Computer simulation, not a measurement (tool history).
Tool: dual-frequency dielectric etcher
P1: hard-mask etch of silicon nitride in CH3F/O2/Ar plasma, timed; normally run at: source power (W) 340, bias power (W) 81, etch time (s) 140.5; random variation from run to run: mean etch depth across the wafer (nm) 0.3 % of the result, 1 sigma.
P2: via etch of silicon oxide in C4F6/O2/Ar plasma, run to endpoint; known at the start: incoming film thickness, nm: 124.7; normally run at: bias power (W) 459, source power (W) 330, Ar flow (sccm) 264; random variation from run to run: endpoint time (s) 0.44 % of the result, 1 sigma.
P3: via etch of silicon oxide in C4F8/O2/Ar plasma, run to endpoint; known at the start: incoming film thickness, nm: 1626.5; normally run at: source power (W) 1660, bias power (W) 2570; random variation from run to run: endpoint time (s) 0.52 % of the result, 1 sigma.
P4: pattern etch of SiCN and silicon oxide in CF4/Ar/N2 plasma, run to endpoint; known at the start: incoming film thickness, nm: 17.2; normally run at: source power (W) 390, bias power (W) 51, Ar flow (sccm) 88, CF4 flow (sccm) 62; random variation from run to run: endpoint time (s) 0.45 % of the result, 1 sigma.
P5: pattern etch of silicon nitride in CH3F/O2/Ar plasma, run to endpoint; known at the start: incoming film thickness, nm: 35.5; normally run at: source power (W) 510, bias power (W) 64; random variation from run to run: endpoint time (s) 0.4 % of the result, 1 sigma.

run   hour  process that ran  source power (W)  bias power (W)  etch time (s)  Ar flow (sccm)  CF4 flow (sccm)  mean etch depth across the wafer (nm)  endpoint time (s)
  1    8.1                P1               340              81          140.5                                                                 100.430
  2   19.5                P3              1660            2570                                                                                                   322.900
  3   30.0                P1               340              81          140.5                                                                 100.460
  4   39.9                P1               340              97          140.5                                                                 106.740
  5   51.5                P4               390              51                             53               62                                                    23.603
  6   61.3                P4               290              51                             88               62                                                    32.904
  7   73.0                P3              1660            3381                                                                                                   295.310
  8   81.1                P4               390              33                             88               62                                                    28.648
  9   89.4                P1               340              62          170.0                                                                 111.020
 10   94.8                P5               510              83                                                                                                    43.531
 11  101.5                P5               510              64                                                                                                    47.481
 12  111.8                P2               330             459                            264                                                                     29.593
 13  118.4                P1               340              81          201.5                                                                 142.920
     125.5  -- bias power generator calibrated
 14  125.7                P1               340              81          140.5                                                                 100.090
 15  137.2                P1               340              81          140.5                                                                 100.050
 16  145.2                P5               670              64                                                                                                    43.057
 17  154.5                P1               340              81           94.0                                                                  67.442
 18  163.2                P4               390              51                             88               62                                                    25.446
 19  170.7                P3              1660            2570                                                                                                   323.660
 20  180.7                P1               340              63          140.5                                                                  91.751
 21  188.9                P1               340              81          140.5                                                                  99.850
 22  195.2                P2               330             324                            264                                                                     33.727
 23  205.2                P1               460              81          140.5                                                                 112.100
 24  214.4                P4               390              51                             88               36                                                    27.591
 25  221.5                P2               330             459                            196                                                                     28.639
 26  233.5                P3              1020            2570                                                                                                   390.000
 27  241.9                P2               400             459                            264                                                                     27.559
 28  247.8                P1               260              81          140.5                                                                  90.925
 29  256.8                P1               340              81          140.5                                                                 100.100
 30  266.4                P1               340              81          140.5                                                                 100.320
 31  277.6                P1               340              81          140.5                                                                 100.260

The next listed run, before its measurement:
 32  288.8                P1               340              81          140.5                                                                       ?

{"run 32": {"mean etch depth across the wafer (nm)": 98.728}}

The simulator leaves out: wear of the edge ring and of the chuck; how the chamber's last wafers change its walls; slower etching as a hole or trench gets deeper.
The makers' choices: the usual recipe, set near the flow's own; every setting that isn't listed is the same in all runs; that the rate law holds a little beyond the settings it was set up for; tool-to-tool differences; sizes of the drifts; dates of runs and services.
